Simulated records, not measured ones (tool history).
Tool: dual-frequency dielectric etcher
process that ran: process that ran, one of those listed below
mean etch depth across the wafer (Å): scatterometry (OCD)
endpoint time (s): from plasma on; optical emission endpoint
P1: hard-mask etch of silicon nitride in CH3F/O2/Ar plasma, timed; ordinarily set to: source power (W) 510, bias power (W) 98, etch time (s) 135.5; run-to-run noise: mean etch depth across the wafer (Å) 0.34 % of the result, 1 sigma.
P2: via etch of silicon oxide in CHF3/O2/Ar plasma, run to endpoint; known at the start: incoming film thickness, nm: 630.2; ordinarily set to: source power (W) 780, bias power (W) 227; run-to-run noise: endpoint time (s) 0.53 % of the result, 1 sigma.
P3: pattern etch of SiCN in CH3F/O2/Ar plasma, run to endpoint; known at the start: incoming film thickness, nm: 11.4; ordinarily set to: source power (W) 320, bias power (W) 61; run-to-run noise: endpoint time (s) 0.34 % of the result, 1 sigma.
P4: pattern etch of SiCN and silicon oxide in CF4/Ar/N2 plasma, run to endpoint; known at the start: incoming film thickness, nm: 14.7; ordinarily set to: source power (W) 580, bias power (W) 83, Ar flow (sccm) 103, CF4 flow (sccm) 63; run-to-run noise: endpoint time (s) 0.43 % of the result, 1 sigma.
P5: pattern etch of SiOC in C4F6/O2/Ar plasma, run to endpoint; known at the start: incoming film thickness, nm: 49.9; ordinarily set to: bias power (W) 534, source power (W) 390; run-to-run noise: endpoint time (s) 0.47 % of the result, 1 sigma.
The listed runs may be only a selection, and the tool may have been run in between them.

| run | day | process that ran | source power (W) | bias power (W) | etch time (s) | Ar flow (sccm) | CF4 flow (sccm) | hours since the last wet clean | hours since the last source power generator calibration | hours since the last bias power generator calibration | mean etch depth across the wafer (Å) | endpoint time (s) |
|---|---|---|---|---|---|---|---|---|---|---|---|---|
| 1 | 0.504 | P1 | 510 | 98 | 135.5 |  |  | 119.6 | 845.7 | 1009.4 | 1103.50 |  |
| 2 | 1.129 | P4 | 580 | 83 |  | 103 | 78 | 134.6 | 860.7 | 1024.4 |  | 13.135 |
| 3 | 1.500 | P5 | 390 | 534 |  |  |  | 143.5 | 869.6 | 1033.3 |  | 16.024 |
| 4 | 1.892 | P3 | 320 | 61 |  |  |  | 152.9 | 879.0 | 1042.7 |  | 35.519 |
| 5 | 2.283 | P5 | 390 | 350 |  |  |  | 162.3 | 888.4 | 1052.1 |  | 18.795 |
| 6 | 2.846 | P3 | 400 | 61 |  |  |  | 175.8 | 901.9 | 1065.6 |  | 32.581 |
| 7 | 3.338 | P1 | 510 | 98 | 135.5 |  |  | 187.6 | 913.7 | 1077.4 | 1097.60 |  |
| 8 | 3.983 | P2 | 780 | 227 |  |  |  | 203.1 | 929.2 | 1092.9 |  | 272.200 |
| 9 | 4.554 | P5 | 390 | 534 |  |  |  | 216.8 | 942.9 | 1106.6 |  | 16.098 |
| 10 | 5.050 | P1 | 510 | 98 | 135.5 |  |  | 228.7 | 954.8 | 1118.5 | 1097.70 |  |
| 11 | 5.862 | P4 | 580 | 83 |  | 134 | 63 | 248.2 | 974.3 | 1138.0 |  | 14.166 |
| 12 | 6.267 | P1 | 510 | 98 | 167.0 |  |  | 257.9 | 984.0 | 1147.7 | 1357.50 |  |
| 13 | 6.846 | P4 | 680 | 83 |  | 103 | 63 | 271.8 | 997.9 | 1161.6 |  | 11.831 |
| 14 | 7.354 | P4 | 580 | 50 |  | 103 | 63 | 284.0 | 1010.1 | 1173.8 |  | 15.968 |
| 15 | 7.775 | P2 | 780 | 162 |  |  |  | 294.1 | 1020.2 | 1183.9 |  | 302.180 |
| 16 | 8.554 | P1 | 360 | 98 | 77.5 |  |  | 312.8 | 1038.9 | 1202.6 | 553.91 |  |
| 17 | 9.071 | P4 | 580 | 83 |  | 103 | 63 | 325.2 | 1051.3 | 1215.0 |  | 13.605 |
|  | 9.308 | bias power generator calibrated |
| 18 | 9.683 | P4 | 580 | 83 |  | 103 | 63 | 339.9 | 1066.0 | 9.0 |  | 13.487 |
| 19 | 10.150 | P1 | 510 | 98 | 135.5 |  |  | 351.1 | 1077.2 | 20.2 | 1105.30 |  |
| 20 | 10.779 | P1 | 310 | 98 | 135.5 |  |  | 366.2 | 1092.3 | 35.3 | 913.96 |  |
| 21 | 11.421 | P1 | 510 | 98 | 80.0 |  |  | 381.6 | 1107.7 | 50.7 | 651.28 |  |
| 22 | 11.988 | P1 | 710 | 98 | 135.5 |  |  | 395.2 | 1121.3 | 64.3 | 1239.20 |  |
| 23 | 12.633 | P1 | 510 | 61 | 135.5 |  |  | 410.7 | 1136.8 | 79.8 | 933.76 |  |
| 24 | 13.167 | P3 | 320 | 80 |  |  |  | 423.5 | 1149.6 | 92.6 |  | 32.205 |
| 25 | 13.754 | P5 | 250 | 534 |  |  |  | 437.6 | 1163.7 | 106.7 |  | 18.928 |
| 26 | 14.400 | P1 | 510 | 119 | 107.0 |  |  | 453.1 | 1179.2 | 122.2 | 926.06 |  |
| 27 | 14.971 | P1 | 510 | 75 | 98.5 |  |  | 466.8 | 1192.9 | 135.9 | 728.00 |  |
| 28 | 15.608 | P2 | 960 | 227 |  |  |  | 482.1 | 1208.2 | 151.2 |  | 250.420 |

Run 29, settings as shown, results not yet in. Your forecast:
| 29 | 16.117 | P1 | 510 | 128 | 135.5 |  |  | 494.3 | 1220.4 | 163.4 | ? |  |

mean etch depth across the wafer (Å): 1216.60
